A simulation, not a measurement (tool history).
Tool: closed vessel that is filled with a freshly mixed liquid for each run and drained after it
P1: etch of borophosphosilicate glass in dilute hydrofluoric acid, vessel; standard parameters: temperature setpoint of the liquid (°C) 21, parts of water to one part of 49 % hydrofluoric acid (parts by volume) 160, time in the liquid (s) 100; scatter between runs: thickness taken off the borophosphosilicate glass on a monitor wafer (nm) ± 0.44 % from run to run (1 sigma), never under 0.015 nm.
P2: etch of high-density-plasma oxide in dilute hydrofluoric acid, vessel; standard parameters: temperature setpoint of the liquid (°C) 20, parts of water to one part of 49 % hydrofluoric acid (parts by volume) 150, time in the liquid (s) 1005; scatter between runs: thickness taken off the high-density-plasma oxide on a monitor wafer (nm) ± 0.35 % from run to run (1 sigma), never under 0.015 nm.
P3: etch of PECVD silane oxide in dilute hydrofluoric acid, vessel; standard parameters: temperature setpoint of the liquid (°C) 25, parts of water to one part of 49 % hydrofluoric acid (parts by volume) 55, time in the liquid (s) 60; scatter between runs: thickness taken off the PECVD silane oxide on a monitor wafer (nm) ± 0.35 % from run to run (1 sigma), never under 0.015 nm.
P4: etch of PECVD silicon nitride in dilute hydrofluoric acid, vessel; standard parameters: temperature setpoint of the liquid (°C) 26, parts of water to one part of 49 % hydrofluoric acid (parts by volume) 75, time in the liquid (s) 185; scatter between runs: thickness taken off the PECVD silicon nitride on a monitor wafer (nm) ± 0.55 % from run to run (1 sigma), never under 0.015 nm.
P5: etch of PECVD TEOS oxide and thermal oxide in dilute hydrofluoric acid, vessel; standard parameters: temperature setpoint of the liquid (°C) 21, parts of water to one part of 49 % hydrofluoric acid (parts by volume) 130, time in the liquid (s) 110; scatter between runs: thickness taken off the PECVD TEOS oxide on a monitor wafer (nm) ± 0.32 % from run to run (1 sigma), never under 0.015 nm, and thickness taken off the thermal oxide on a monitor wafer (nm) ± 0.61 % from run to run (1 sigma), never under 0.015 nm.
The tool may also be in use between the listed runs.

run   hour  process that ran  temperature setpoint of the liquid (°C)  parts of water to one part of 49 % hydrofluoric acid (parts by volume)  time in the liquid (s)  hours since the thermometer was replaced  hours since the hydrofluoric acid flow meter was replaced  thickness taken off the borophosphosilicate glass on a monitor wafer (nm)  thickness taken off the PECVD silicon nitride on a monitor wafer (nm)  thickness taken off the PECVD TEOS oxide on a monitor wafer (nm)  thickness taken off the thermal oxide on a monitor wafer (nm)  thickness taken off the high-density-plasma oxide on a monitor wafer (nm)  thickness taken off the PECVD silane oxide on a monitor wafer (nm)
  1    3.8                P1                                       21                                                                     160                     100                                     809.3                                                      183.4                                                                     37.756
  2    6.0                P1                                       21                                                                     160                     195                                     811.5                                                      185.6                                                                     73.741
  3    9.5                P4                                       26                                                                      45                     185                                     815.0                                                      189.1                                                                                                                                           8.90050
  4   12.9                P1                                       29                                                                     160                     155                                     818.4                                                      192.5                                                                     79.435
  5   14.9                P5                                       21                                                                     215                     110                                     820.4                                                      194.5                                                                                                                                                                                                              4.9360                                                        1.79000
  6   17.5                P2                                       20                                                                     150                    1005                                     823.0                                                      197.1                                                                                                                                                                                                                                                                                                                                                        33.501
  7   21.1                P3                                       25                                                                     100                      60                                     826.6                                                      200.7                                                                                                                                                                                                                                                                                                                                                                                                                            9.3108
  8   24.0                P1                                       17                                                                     160                     100                                     829.5                                                      203.6                                                                     32.253
  9   26.4                P1                                       21                                                                     160                      30                                     831.9                                                      206.0                                                                     11.377
 10   29.2                P5                                       21                                                                     130                     110                                     834.7                                                      208.8                                                                                                                                                                                                              8.9393                                                        3.25760
 11   32.7                P1                                       21                                                                     160                     100                                     838.2                                                      212.3                                                                     38.060
 12   37.1                P4                                       26                                                                      75                     185                                     842.6                                                      216.7                                                                                                                                           5.37350
 13   40.8                P4                                       26                                                                      75                      30                                     846.3                                                      220.4                                                                                                                                           0.89531
 14   44.0                P2                                       20                                                                      65                    1005                                     849.5                                                      223.6                                                                                                                                                                                                                                                                                                                                                        84.303
 15   48.3                P2                                       20                                                                     150                    1005                                     853.8                                                      227.9                                                                                                                                                                                                                                                                                                                                                        33.295
 16   51.1                P2                                       28                                                                     150                    1005                                     856.6                                                      230.7                                                                                                                                                                                                                                                                                                                                                        44.883
 17   54.3                P1                                       17                                                                      35                     100                                     859.8                                                      233.9                                                                    168.950
 18   57.0                P3                                       25                                                                      55                      90                                     862.5                                                      236.6                                                                                                                                                                                                                                                                                                                                                                                                                           26.9820
 19   60.8                P1                                       21                                                                     160                     100                                     866.3                                                      240.4                                                                     37.883
 20   63.7                P2                                       20                                                                     150                    1560                                     869.2                                                      243.3                                                                                                                                                                                                                                                                                                                                                        51.871
 21   66.4                P1                                       21                                                                     160                     100                                     871.9                                                      246.0                                                                     38.170
 22   69.7                P5                                       29                                                                     130                     110                                     875.2                                                      249.3                                                                                                                                                                                                             12.1520                                                        4.45840
 23   72.7                P4                                       26                                                                      75                     185                                     878.2                                                      252.3                                                                                                                                           5.37700
 24   74.7                P1                                       21                                                                     245                     100                                     880.2                                                      254.3                                                                     22.665
 25   77.7                P1                                       21                                                                      75                     100                                     883.2                                                      257.3                                                                     88.904
 26   81.5                P3                                       25                                                                      55                      60                                     887.0                                                      261.1                                                                                                                                                                                                                                                                                                                                                                                                                           18.1130
 27   85.9                P4                                       31                                                                      75                     185                                     891.4                                                      265.5                                                                                                                                           7.39740
 28   89.2                P1                                       21                                                                     160                     100                                     894.7                                                      268.8                                                                     38.068
 29   93.0                P3                                       33                                                                      55                      60                                     898.5                                                      272.6                                                                                                                                                                                                                                                                                                                                                                                                                           24.7860
 30   95.3                P3                                       25                                                                      55                      60                                     900.8                                                      274.9                                                                                                                                                                                                                                                                                                                                                                                                                           18.0870
 31   99.1                P5                                       21                                                                     130                      30                                     904.6                                                      278.7                                                                                                                                                                                                              2.3947                                                        0.90278
 32  101.9                P1                                       25                                                                     160                     100                                     907.4                                                      281.5                                                                     44.503

Predict the results of run 33:
 33  105.6                P1                                       21                                                                     160                     100                                     911.1                                                      285.2                                                                          ?

Run 33 produced thickness taken off the borophosphosilicate glass on a monitor wafer (nm) 37.962.
